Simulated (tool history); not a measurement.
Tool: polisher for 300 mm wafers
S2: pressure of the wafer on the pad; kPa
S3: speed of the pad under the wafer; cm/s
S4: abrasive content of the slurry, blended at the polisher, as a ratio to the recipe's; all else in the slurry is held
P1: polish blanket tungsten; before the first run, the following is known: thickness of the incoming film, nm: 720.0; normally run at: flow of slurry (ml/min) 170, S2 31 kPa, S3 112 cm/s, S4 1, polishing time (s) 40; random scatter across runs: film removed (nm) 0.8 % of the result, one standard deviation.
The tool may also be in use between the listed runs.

Run 1, hour 6.6: flow of slurry (ml/min) 170, S2 31 kPa, S3 112 cm/s, S4 1, polishing time (s) 40. Result: film removed (nm) 297.38.
Run 2, hour 12.2: flow of slurry (ml/min) 170, S2 31 kPa, S3 112 cm/s, S4 1, polishing time (s) 40. Result: film removed (nm) 297.06.
Run 3, hour 17.7: flow of slurry (ml/min) 245, S2 31 kPa, S3 112 cm/s, S4 1, polishing time (s) 40. Result: film removed (nm) 314.6.
Run 4, hour 23.1: flow of slurry (ml/min) 170, S2 31 kPa, S3 178 cm/s, S4 1, polishing time (s) 40. Result: film removed (nm) 478.03.
Run 5, hour 29: flow of slurry (ml/min) 170, S2 31 kPa, S3 112 cm/s, S4 1.45, polishing time (s) 40. Result: film removed (nm) 325.96.
At hour 29.5: slurry nozzle cleaned.
Run 6, hour 34.6: flow of slurry (ml/min) 115, S2 46.2 kPa, S3 112 cm/s, S4 1, polishing time (s) 40. Result: film removed (nm) 410.55.
Run 7, hour 38.6: flow of slurry (ml/min) 170, S2 31 kPa, S3 112 cm/s, S4 1, polishing time (s) 58. Result: film removed (nm) 438.89.
Run 8, hour 42.5: flow of slurry (ml/min) 170, S2 16.5 kPa, S3 112 cm/s, S4 1, polishing time (s) 40. Result: film removed (nm) 161.81.
Run 9, hour 49: flow of slurry (ml/min) 100, S2 31 kPa, S3 112 cm/s, S4 1, polishing time (s) 40. Result: film removed (nm) 270.31.
Run 10, hour 52.3: flow of slurry (ml/min) 170, S2 31 kPa, S3 112 cm/s, S4 1, polishing time (s) 40. Result: film removed (nm) 297.64.
At hour 56: slurry blender recalibrated.
Run 11, hour 56.4: flow of slurry (ml/min) 170, S2 49 kPa, S3 112 cm/s, S4 1, polishing time (s) 40. Result: film removed (nm) 470.58.
Run 12, hour 62: flow of slurry (ml/min) 170, S2 31 kPa, S3 112 cm/s, S4 1, polishing time (s) 40. Result: film removed (nm) 299.77.
Run 13, hour 68.6: flow of slurry (ml/min) 170, S2 44.8 kPa, S3 112 cm/s, S4 1.45, polishing time (s) 40. Result: film removed (nm) 470.84.
Run 14, hour 72.5: flow of slurry (ml/min) 170, S2 31 kPa, S3 62 cm/s, S4 1, polishing time (s) 40. Result: film removed (nm) 166.64.
Run 15, hour 75.9: flow of slurry (ml/min) 170, S2 31 kPa, S3 112 cm/s, S4 0.6, polishing time (s) 40. Result: film removed (nm) 269.92.
Run 16, hour 80.1: flow of slurry (ml/min) 250, S2 31 kPa, S3 160 cm/s, S4 1, polishing time (s) 40. Result: film removed (nm) 452.35.
Run 17, hour 84.1: flow of slurry (ml/min) 170, S2 31 kPa, S3 112 cm/s, S4 1, polishing time (s) 40. Result: film removed (nm) 299.58.
Run 18, hour 90.1: flow of slurry (ml/min) 170, S2 31 kPa, S3 112 cm/s, S4 1, polishing time (s) 28. Result: film removed (nm) 209.68.
Run 19, hour 96: flow of slurry (ml/min) 170, S2 31 kPa, S3 112 cm/s, S4 1, polishing time (s) 40. Result: film removed (nm) 296.62.
Run 20, hour 100.4: flow of slurry (ml/min) 170, S2 31 kPa, S3 112 cm/s, S4 1, polishing time (s) 40. Result: film removed (nm) 295.32.
Run 21, hour 106.8: flow of slurry (ml/min) 170, S2 31 kPa, S3 112 cm/s, S4 1, polishing time (s) 40. Result: film removed (nm) 288.1.
Run 22, hour 113.6: flow of slurry (ml/min) 170, S2 31 kPa, S3 112 cm/s, S4 1, polishing time (s) 40. Result: film removed (nm) 282.71.
At hour 113.9: head pressure recalibrated.
Run 23, hour 119.1: flow of slurry (ml/min) 170, S2 31 kPa, S3 112 cm/s, S4 1, polishing time (s) 40. Result: film removed (nm) 278.12.
Run 24, hour 123.2: flow of slurry (ml/min) 170, S2 31 kPa, S3 112 cm/s, S4 1, polishing time (s) 40. Result: film removed (nm) 281.67.
At hour 124.8: slurry blender recalibrated.
At hour 127.2: slurry tank refilled with fresh slurry and peroxide.
Run 25, hour 129: flow of slurry (ml/min) 170, S2 31 kPa, S3 112 cm/s, S4 1, polishing time (s) 40. Result: film removed (nm) 281.93.
Run 26, hour 132.5: flow of slurry (ml/min) 170, S2 31 kPa, S3 112 cm/s, S4 1, polishing time (s) 40. Result: film removed (nm) 277.7.
Run 27, hour 136.3: flow of slurry (ml/min) 170, S2 31 kPa, S3 112 cm/s, S4 1, polishing time (s) 40. Result: film removed (nm) 277.85.
Run 28, hour 139.3: flow of slurry (ml/min) 170, S2 31 kPa, S3 112 cm/s, S4 1, polishing time (s) 40. Result: film removed (nm) 281.
Run 29, hour 144.4: flow of slurry (ml/min) 170, S2 31 kPa, S3 112 cm/s, S4 1, polishing time (s) 40. Result: film removed (nm) 274.17.

The output of P1 has drifted from where it used to be. Each of the 2 causes below, taken at the size shown beside it, accounts for the log equally well:
A: removal rate lost through wear of the pad, % = 7
B: slurry flow missing at the pad, % = 32.6
Creep in the process output first set in at about hour 96.
Why every other cause is out:
head's pressure below its setpoint, %: serviced at hour 113.9, after the drift had started, without restoring the earlier output
abrasive missing from the slurry, %: serviced at hour 124.8, after the drift had started, without restoring the earlier output
peroxide lost from the slurry, %: serviced at hour 127.2, after the drift had started, without restoring the earlier output

Of the 4 check runs below, each run on 2 wafers with the results averaged and each result still a question mark, which one would tell the listed causes apart?
Run check 1, hour 149.5: flow of slurry (ml/min) 170, S2 16.5 kPa, S3 112 cm/s, S4 1.35, polishing time (s) 40. Result: film removed (nm) ?.
Run check 2, hour 149.5: flow of slurry (ml/min) 170, S2 31 kPa, S3 112 cm/s, S4 1.2, polishing time (s) 58. Result: film removed (nm) ?.
Run check 3, hour 149.5: flow of slurry (ml/min) 100, S2 31 kPa, S3 112 cm/s, S4 1.45, polishing time (s) 40. Result: film removed (nm) ?.
Run check 4, hour 149.5: flow of slurry (ml/min) 170, S2 47.6 kPa, S3 112 cm/s, S4 1, polishing time (s) 40. Result: film removed (nm) ?.

How each check would come out, cause by cause:
  check             result    if A    if B
check 1  film removed (nm)  159.24  159.23
check 2  film removed (nm)  420.77  420.74
check 3  film removed (nm)  273.72  262.01
check 4  film removed (nm)  426.01  425.98
How far apart the two closest causes lie, in the result that separates them most: check 1 0.01 %; check 2 0.01 %; check 3 4.37 %; check 4 0.01 %
The other checks would show nearly matching results whichever cause is true, so check 3 is the only one that separates the causes.

Here is what check 3 returned: film removed (nm) 263.29. Which cause is it?

The correct cause is B, namely: slurry flow missing at the pad, %.
